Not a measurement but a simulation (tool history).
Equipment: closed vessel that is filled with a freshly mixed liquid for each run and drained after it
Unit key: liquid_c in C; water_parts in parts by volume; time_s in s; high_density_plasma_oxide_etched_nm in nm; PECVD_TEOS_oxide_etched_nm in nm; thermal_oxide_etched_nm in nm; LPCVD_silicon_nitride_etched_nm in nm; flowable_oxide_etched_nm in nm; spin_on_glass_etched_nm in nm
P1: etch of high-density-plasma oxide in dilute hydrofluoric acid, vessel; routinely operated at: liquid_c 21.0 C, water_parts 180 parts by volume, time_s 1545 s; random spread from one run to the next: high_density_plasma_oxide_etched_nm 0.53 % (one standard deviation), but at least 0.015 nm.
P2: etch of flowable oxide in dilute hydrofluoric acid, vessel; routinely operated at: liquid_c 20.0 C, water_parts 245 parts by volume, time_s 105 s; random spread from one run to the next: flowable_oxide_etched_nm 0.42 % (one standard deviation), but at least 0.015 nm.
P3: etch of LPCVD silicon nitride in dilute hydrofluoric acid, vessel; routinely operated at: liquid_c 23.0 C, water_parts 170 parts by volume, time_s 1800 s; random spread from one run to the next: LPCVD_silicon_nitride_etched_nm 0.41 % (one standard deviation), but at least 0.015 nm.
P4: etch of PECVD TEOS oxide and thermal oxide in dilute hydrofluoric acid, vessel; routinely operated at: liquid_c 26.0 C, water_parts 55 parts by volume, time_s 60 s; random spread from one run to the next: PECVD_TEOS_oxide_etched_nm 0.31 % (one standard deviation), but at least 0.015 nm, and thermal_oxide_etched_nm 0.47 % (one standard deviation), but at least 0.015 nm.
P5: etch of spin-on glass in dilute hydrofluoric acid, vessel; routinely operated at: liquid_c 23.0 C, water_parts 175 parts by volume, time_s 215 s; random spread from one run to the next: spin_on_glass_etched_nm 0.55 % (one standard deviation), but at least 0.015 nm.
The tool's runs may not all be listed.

run,hour,process,liquid_c,water_parts,time_s,hours since the thermometer was replaced,hours since the hydrofluoric acid flow meter was replaced,high_density_plasma_oxide_etched_nm,PECVD_TEOS_oxide_etched_nm,thermal_oxide_etched_nm,LPCVD_silicon_nitride_etched_nm,flowable_oxide_etched_nm,spin_on_glass_etched_nm
1,5.6,P1,21.0,180,1545,1663.2,700.1,35.4930,,,,,
2,9.5,P4,26.0,55,60,1667.1,704.0,,20.206,5.9440,,,
3,15.2,P3,23.0,170,1800,1672.8,709.7,,,,5.4085,,
4,19.9,P2,20.0,245,105,1677.5,714.4,,,,,12.6900,
5,25.0,P5,30.0,175,215,1682.6,719.5,,,,,,39.000
6,29.6,P3,23.0,170,1800,1687.2,724.1,,,,5.4276,,
7,35.9,P3,23.0,170,2625,1693.5,730.4,,,,7.8982,,
8,39.3,P1,26.5,180,2465,1696.9,733.8,70.2370,,,,,
9,42.8,P1,21.0,180,1545,1700.4,737.3,35.4120,,,,,
10,46.5,P4,26.0,100,60,1704.1,741.0,,10.477,3.0652,,,
11,50.5,P4,33.5,55,60,1708.1,745.0,,27.164,7.9610,,,
12,57.2,P4,26.0,55,95,1714.8,751.7,,31.834,9.5061,,,
13,61.8,P1,21.0,180,2285,1719.4,756.3,53.2470,,,,,
14,66.6,P5,23.0,325,215,1724.2,761.1,,,,,,14.042
15,72.7,P1,28.0,180,1545,1730.3,767.2,46.2560,,,,,
16,79.0,P1,21.0,180,1545,1736.6,773.5,35.9510,,,,,
17,83.4,P1,17.0,180,1545,1741.0,777.9,30.5310,,,,,
18,87.4,P1,21.0,90,1545,1745.0,781.9,78.8240,,,,,
19,91.4,P2,20.0,135,105,1749.0,785.9,,,,,25.5570,
20,96.8,P1,21.0,255,2190,1754.4,791.3,33.2830,,,,,
21,101.4,P5,23.0,175,215,1759.0,795.9,,,,,,30.197
22,107.4,P1,21.0,180,1545,1765.0,801.9,35.5710,,,,,
23,114.9,P3,23.0,70,1800,1772.5,809.4,,,,13.0430,,
24,121.2,P4,26.0,55,60,1778.8,815.7,,20.233,5.9348,,,
25,126.3,P2,20.0,245,30,1783.9,820.8,,,,,3.5912,
26,131.0,P3,19.0,170,1800,1788.6,825.5,,,,4.1598,,
27,134.7,P2,17.0,245,105,1792.3,829.2,,,,,11.2590,
28,140.4,P1,21.0,180,1545,1798.0,834.9,35.7150,,,,,
29,147.4,P1,21.0,180,360,1805.0,841.9,8.4539,,,,,
30,155.0,P1,21.0,180,1545,1812.6,849.5,35.5140,,,,,
31,159.9,P5,23.0,175,105,1817.5,854.4,,,,,,14.667
32,165.9,P5,23.0,175,215,1823.5,860.4,,,,,,30.287
33,171.5,P1,21.0,330,1545,1829.1,866.0,16.8380,,,,,
34,175.2,P1,21.0,180,1545,1832.8,869.7,35.9080,,,,,
35,182.7,P1,21.0,180,1545,1840.3,877.2,36.8710,,,,,
36,188.0,P1,21.0,180,1545,1845.6,882.5,37.7220,,,,,
37,193.3,P1,21.0,180,1545,1850.9,887.8,37.8920,,,,,
38,198.1,P1,21.0,180,1545,1855.7,892.6,38.4670,,,,,
39,206.0,P1,21.0,180,1545,1863.6,900.5,38.4700,,,,,
40,211.4,P1,21.0,180,1545,1869.0,905.9,38.3930,,,,,
41,217.7,P1,21.0,180,1545,1875.3,912.2,38.2790,,,,,

Something has made what P1 gives creep away from where it was; the 2 causes below, each at its own stated size, fit the log equally well:
A: hydrofluoric acid flow above the setpoint (%) = 6.45
B: liquid hotter than its thermometer reads (K) = 1.93
The process output started creeping at around hour 175.2.

4 check runs are offered, one wafer each, their results left as question marks. Which one tells the causes apart?
check 1,224.0,P4,32.5,85,60,,,,?,?,,,
check 2,224.0,P3,23.0,170,2535,,,,,,?,,
check 3,224.0,P5,23.0,295,215,,,,,,,,?
check 4,224.0,P2,17.0,245,105,,,,,,,?,

Check results expected under each cause:
check,result,if A,if B
check 1,PECVD_TEOS_oxide_etched_nm,17.283,17.294
check 1,thermal_oxide_etched_nm,5.0972,5.1004
check 2,LPCVD_silicon_nitride_etched_nm,8.1161,8.6348
check 3,spin_on_glass_etched_nm,17.227,17.013
check 4,flowable_oxide_etched_nm,12.1300,12.1150
Smallest distance between any two causes, each pair judged by its most separating result, in per cent: check 1 0.06 %; check 2 6.2 %; check 3 1.25 %; check 4 0.12 %
Only in check 2 would the causes give clearly different results; in the remaining checks their results would be nearly the same.

Then check 2 was run and gave: LPCVD_silicon_nitride_etched_nm 8.5677 nm. Which cause is it?

It is B: liquid hotter than its thermometer reads (K).
